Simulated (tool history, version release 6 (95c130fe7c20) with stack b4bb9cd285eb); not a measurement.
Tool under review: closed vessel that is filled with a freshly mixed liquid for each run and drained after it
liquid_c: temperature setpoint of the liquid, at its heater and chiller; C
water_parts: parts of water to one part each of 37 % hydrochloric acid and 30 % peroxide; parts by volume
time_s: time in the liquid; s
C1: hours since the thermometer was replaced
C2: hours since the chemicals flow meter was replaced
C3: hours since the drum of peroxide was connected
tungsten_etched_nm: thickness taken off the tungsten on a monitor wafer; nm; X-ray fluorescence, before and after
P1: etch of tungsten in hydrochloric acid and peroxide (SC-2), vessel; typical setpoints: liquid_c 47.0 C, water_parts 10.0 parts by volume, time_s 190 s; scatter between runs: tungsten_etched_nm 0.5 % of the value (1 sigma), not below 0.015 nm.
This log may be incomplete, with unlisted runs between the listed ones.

Run 1, hour 11.0: liquid_c 47.0 C, water_parts 10.0 parts by volume, time_s 190 s; C1 1201.8; C2 322.9; C3 774.8. Result: tungsten_etched_nm 24.0400 nm.
Run 2, hour 19.9: liquid_c 47.0 C, water_parts 10.0 parts by volume, time_s 365 s; C1 1210.7; C2 331.8; C3 783.7. Result: tungsten_etched_nm 45.9150 nm.
Run 3, hour 26.8: liquid_c 47.0 C, water_parts 4.0 parts by volume, time_s 190 s; C1 1217.6; C2 338.7; C3 790.6. Result: tungsten_etched_nm 47.5390 nm.
Run 4, hour 32.9: liquid_c 47.0 C, water_parts 15.5 parts by volume, time_s 190 s; C1 1223.7; C2 344.8; C3 796.7. Result: tungsten_etched_nm 16.2710 nm.
At hour 33.4: chemicals flow meter replaced.
Run 5, hour 43.8: liquid_c 47.0 C, water_parts 10.0 parts by volume, time_s 190 s; C1 1234.6; C2 10.4; C3 807.6. Result: tungsten_etched_nm 23.7370 nm.
Run 6, hour 54.5: liquid_c 47.0 C, water_parts 10.0 parts by volume, time_s 190 s; C1 1245.3; C2 21.1; C3 818.3. Result: tungsten_etched_nm 23.7060 nm.
Run 7, hour 59.5: liquid_c 47.0 C, water_parts 10.0 parts by volume, time_s 190 s; C1 1250.3; C2 26.1; C3 823.3. Result: tungsten_etched_nm 23.7020 nm.
Run 8, hour 70.4: liquid_c 47.0 C, water_parts 10.0 parts by volume, time_s 75 s; C1 1261.2; C2 37.0; C3 834.2. Result: tungsten_etched_nm 9.3836 nm.
Run 9, hour 77.8: liquid_c 39.5 C, water_parts 16.5 parts by volume, time_s 190 s; C1 1268.6; C2 44.4; C3 841.6. Result: tungsten_etched_nm 9.1621 nm.
Run 10, hour 87.6: liquid_c 36.0 C, water_parts 10.0 parts by volume, time_s 190 s; C1 1278.4; C2 54.2; C3 851.4. Result: tungsten_etched_nm 11.0720 nm.
Run 11, hour 98.2: liquid_c 37.5 C, water_parts 10.0 parts by volume, time_s 80 s; C1 1289.0; C2 64.8; C3 862.0. Result: tungsten_etched_nm 5.1363 nm.
Run 12, hour 107.2: liquid_c 57.5 C, water_parts 10.0 parts by volume, time_s 190 s; C1 1298.0; C2 73.8; C3 871.0. Result: tungsten_etched_nm 47.3980 nm.
Run 13, hour 117.4: liquid_c 47.0 C, water_parts 10.0 parts by volume, time_s 190 s; C1 1308.2; C2 84.0; C3 881.2. Result: tungsten_etched_nm 23.8780 nm.
Run 14, hour 126.1: liquid_c 47.0 C, water_parts 10.0 parts by volume, time_s 190 s; C1 1316.9; C2 92.7; C3 889.9. Result: tungsten_etched_nm 24.7160 nm.
Run 15, hour 131.3: liquid_c 47.0 C, water_parts 10.0 parts by volume, time_s 190 s; C1 1322.1; C2 97.9; C3 895.1. Result: tungsten_etched_nm 25.1090 nm.
Run 16, hour 136.3: liquid_c 47.0 C, water_parts 10.0 parts by volume, time_s 190 s; C1 1327.1; C2 102.9; C3 900.1. Result: tungsten_etched_nm 25.5120 nm.
Run 17, hour 146.1: liquid_c 47.0 C, water_parts 10.0 parts by volume, time_s 190 s; C1 1336.9; C2 112.7; C3 909.9. Result: tungsten_etched_nm 25.4820 nm.
Run 18, hour 156.0: liquid_c 47.0 C, water_parts 10.0 parts by volume, time_s 190 s; C1 1346.8; C2 122.6; C3 919.8. Result: tungsten_etched_nm 25.7940 nm.
Run 19, hour 162.1: liquid_c 47.0 C, water_parts 10.0 parts by volume, time_s 190 s; C1 1352.9; C2 128.7; C3 925.9. Result: tungsten_etched_nm 26.0110 nm.
Run 20, hour 173.5: liquid_c 47.0 C, water_parts 10.0 parts by volume, time_s 190 s; C1 1364.3; C2 140.1; C3 937.3. Result: tungsten_etched_nm 25.8630 nm.
Run 21, hour 184.6: liquid_c 47.0 C, water_parts 10.0 parts by volume, time_s 190 s; C1 1375.4; C2 151.2; C3 948.4. Result: tungsten_etched_nm 25.8350 nm.

What P1 gives has crept off from where it sat before. The 2 causes that follow fit the log equally well, each at the size noted:
A: liquid hotter than its thermometer reads (K) = 1.31
B: chemicals flow above the setpoint (%) = 11.3
The process output started creeping at around hour 117.4.
Excluded causes, each with its reason:
peroxide weaker than its label (%): cannot exceed 8; that much would move tungsten_etched_nm by -7.4 %, which falls short of the creep or goes against it

Of the 4 check runs below, each run on 3 wafers with the results averaged and each result still a question mark, which one would tell the listed causes apart?
Run check 1, hour 195.7: liquid_c 47.0 C, water_parts 14.5 parts by volume, time_s 300 s. Result: tungsten_etched_nm ?.
Run check 2, hour 195.7: liquid_c 36.5 C, water_parts 4.0 parts by volume, time_s 190 s. Result: tungsten_etched_nm ?.
Run check 3, hour 195.7: liquid_c 47.0 C, water_parts 7.0 parts by volume, time_s 85 s. Result: tungsten_etched_nm ?.
Run check 4, hour 195.7: liquid_c 37.0 C, water_parts 10.0 parts by volume, time_s 190 s. Result: tungsten_etched_nm ?.

If the cause were each of the candidates in turn, the checks would give the following:
  check              result     if A     if B
check 1  tungsten_etched_nm  29.8370  29.9810
check 2  tungsten_etched_nm  25.0090  24.4000
check 3  tungsten_etched_nm  15.4990  15.4010
check 4  tungsten_etched_nm  12.9620  12.8840
Per check, the gap between the least separated pair of causes, taken in the result that splits them most: check 1 0.48 %; check 2 2.47 %; check 3 0.63 %; check 4 0.6 %
Check 2 tells the causes apart: in the others they would give nearly the same result.

Check 2 was then run and gave: tungsten_etched_nm 24.9920 nm. Which cause is it?

A is the cause: liquid hotter than its thermometer reads (K).
